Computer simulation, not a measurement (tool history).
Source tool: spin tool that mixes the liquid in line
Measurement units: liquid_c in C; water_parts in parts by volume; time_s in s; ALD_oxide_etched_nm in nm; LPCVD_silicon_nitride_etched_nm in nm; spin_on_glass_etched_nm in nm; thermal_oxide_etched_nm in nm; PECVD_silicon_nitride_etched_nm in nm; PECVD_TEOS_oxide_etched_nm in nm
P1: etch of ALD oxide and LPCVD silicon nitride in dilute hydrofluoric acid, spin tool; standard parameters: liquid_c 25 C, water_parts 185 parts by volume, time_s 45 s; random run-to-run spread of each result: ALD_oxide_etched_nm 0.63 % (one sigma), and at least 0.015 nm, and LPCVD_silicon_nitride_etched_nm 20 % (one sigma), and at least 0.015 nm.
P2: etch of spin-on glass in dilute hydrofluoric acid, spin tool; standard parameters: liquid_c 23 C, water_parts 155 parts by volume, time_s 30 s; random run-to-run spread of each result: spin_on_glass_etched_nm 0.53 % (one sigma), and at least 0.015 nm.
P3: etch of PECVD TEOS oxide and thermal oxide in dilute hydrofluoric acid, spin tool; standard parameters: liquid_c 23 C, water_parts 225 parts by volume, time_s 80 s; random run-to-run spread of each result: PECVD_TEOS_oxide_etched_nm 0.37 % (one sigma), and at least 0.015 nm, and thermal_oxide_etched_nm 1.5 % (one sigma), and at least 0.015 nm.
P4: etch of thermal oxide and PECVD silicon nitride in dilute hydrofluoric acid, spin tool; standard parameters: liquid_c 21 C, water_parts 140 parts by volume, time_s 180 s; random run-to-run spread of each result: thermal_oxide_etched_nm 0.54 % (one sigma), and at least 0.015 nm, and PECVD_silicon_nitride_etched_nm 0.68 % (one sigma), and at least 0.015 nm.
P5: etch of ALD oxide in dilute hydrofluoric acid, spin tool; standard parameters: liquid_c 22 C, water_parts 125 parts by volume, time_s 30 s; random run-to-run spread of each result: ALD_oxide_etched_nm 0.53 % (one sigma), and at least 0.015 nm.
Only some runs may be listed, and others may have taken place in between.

run,hour,process,liquid_c,water_parts,time_s,hours since the thermometer was replaced,hours since the hydrofluoric acid flow meter was replaced,ALD_oxide_etched_nm,LPCVD_silicon_nitride_etched_nm,spin_on_glass_etched_nm,thermal_oxide_etched_nm,PECVD_silicon_nitride_etched_nm,PECVD_TEOS_oxide_etched_nm
1,13,P1,25,185,45,1344.9,623.2,4.6579,0.13428,,,,
2,29.5,P1,33,185,45,1361.4,639.7,6.1135,0.28793,,,,
3,39.2,P1,25,185,45,1371.1,649.4,4.7325,0.16103,,,,
4,49.9,P1,25,185,45,1381.8,660.1,4.6459,0.15117,,,,
5,60.7,P1,25,185,65,1392.6,670.9,6.7747,0.18308,,,,
6,76.9,P2,23,240,30,1408.8,687.1,,,3.376,,,
7,94.5,P5,29,125,30,1426.4,704.7,6.5087,,,,,
8,108.7,P4,21,215,180,1440.6,718.9,,,,3.0526,2.1783,
9,126.1,P5,22,125,30,1458,736.3,4.9807,,,,,
10,139.4,P2,23,155,30,1471.3,749.6,,,5.794,,,
11,148.3,P1,25,90,45,1480.2,758.5,10.66,0.33802,,,,
12,161.8,P3,31,225,80,1493.7,772,,,,1.7765,,11.126
13,171.7,P4,21,140,180,1503.6,781.9,,,,5.0003,3.3416,
14,179.5,P3,23,225,20,1511.4,789.7,,,,0.3652,,2.0903
15,188.8,P5,22,125,45,1520.7,799,7.4948,,,,,
16,203.2,P4,21,140,360,1535.1,813.4,,,,10.091,6.626,
17,217.1,P1,25,185,15,1549,827.3,1.5747,0.056439,,,,
18,234.6,P3,23,310,80,1566.5,844.8,,,,0.90853,,5.6491
19,250.5,P1,25,185,45,1582.4,860.7,4.681,0.15759,,,,
20,263.1,P1,29,300,45,1595,873.3,2.914,0.094567,,,,
21,272.4,P3,23,225,80,1604.3,882.6,,,,1.3826,,8.4473
22,286,P5,22,225,30,1617.9,896.2,2.4907,,,,,
23,294.9,P1,18,185,15,1626.8,905.1,1.2014,0.05391,,,,
24,303.4,P4,28.5,140,180,1635.3,913.6,,,,6.7712,5.364,
25,319.7,P2,23,155,55,1651.6,929.9,,,10.499,,,
26,336,P2,17,155,30,1667.9,946.2,,,4.4911,,,
27,344.7,P1,21,185,45,1676.6,954.9,4.0358,0.14236,,,,
28,355.2,P1,25,185,45,1687.1,965.4,4.7437,0.12636,,,,
29,364.8,P1,25,185,45,1696.7,975,4.7011,0.10969,,,,
30,375.9,P1,25,185,45,1707.8,986.1,4.5917,0.11879,,,,
31,386.2,P1,25,320,45,1718.1,996.4,2.3362,0.068604,,,,
32,403,P1,25,185,45,1734.9,1013.2,4.7023,0.13836,,,,
33,416.2,P1,25,185,45,1748.1,1026.4,4.8007,0.098406,,,,
34,426.4,P1,25,185,45,1758.3,1036.6,4.8148,0.14167,,,,
35,435.2,P1,25,185,45,1767.1,1045.4,4.9076,0.14925,,,,
36,449.9,P1,25,185,45,1781.8,1060.1,4.9169,0.077787,,,,
37,462.6,P1,25,185,45,1794.5,1072.8,4.9908,0.13625,,,,
38,474.4,P1,25,185,45,1806.3,1084.6,4.9439,0.096081,,,,
39,490.6,P1,25,185,45,1822.5,1100.8,4.9687,0.19611,,,,
40,505.4,P1,25,185,45,1837.3,1115.6,4.9467,0.10304,,,,
41,515.1,P1,25,185,45,1847,1125.3,5.0192,0.11886,,,,

Something has made what P1 gives creep away from where it was; the 2 causes below, each at its own stated size, fit the log equally well:
A: hydrofluoric acid flow above the setpoint (%) = 4.88
B: liquid hotter than its thermometer reads (K) = 1.57
At approximately hour 403, the process output began to creep.

Of the 4 check runs listed below, each run on one wafer and each result written as a question mark, which would let you distinguish the listed causes because they would give clearly different results?
check 1,524.8,P5,22,125,30,,,?,,,,,
check 2,524.8,P2,23,155,30,,,,,?,,,
check 3,524.8,P4,21,140,180,,,,,,?,?,
check 4,524.8,P3,23,225,80,,,,,,?,,?

What every check run would give for each of its results, assuming each possible cause in turn:
check,result,if A,if B
check 1,ALD_oxide_etched_nm,5.2521,5.2918
check 2,spin_on_glass_etched_nm,6.0958,6.1219
check 3,thermal_oxide_etched_nm,5.3291,5.367
check 3,PECVD_silicon_nitride_etched_nm,3.5006,3.7063
check 4,thermal_oxide_etched_nm,1.4552,1.4535
check 4,PECVD_TEOS_oxide_etched_nm,8.911,8.9004
Per-check spread between the two closest causes, in the result where they differ most: check 1 0.75 %; check 2 0.43 %; check 3 5.71 %; check 4 0.12 %
Only check 3 tells the causes apart: in the others they would give nearly the same result.

Check 3 has now been run. It gave: thermal_oxide_etched_nm 5.4039 nm; PECVD_silicon_nitride_etched_nm 3.7142 nm. Which of the candidate causes is it?

The cause is B: liquid hotter than its thermometer reads (K).
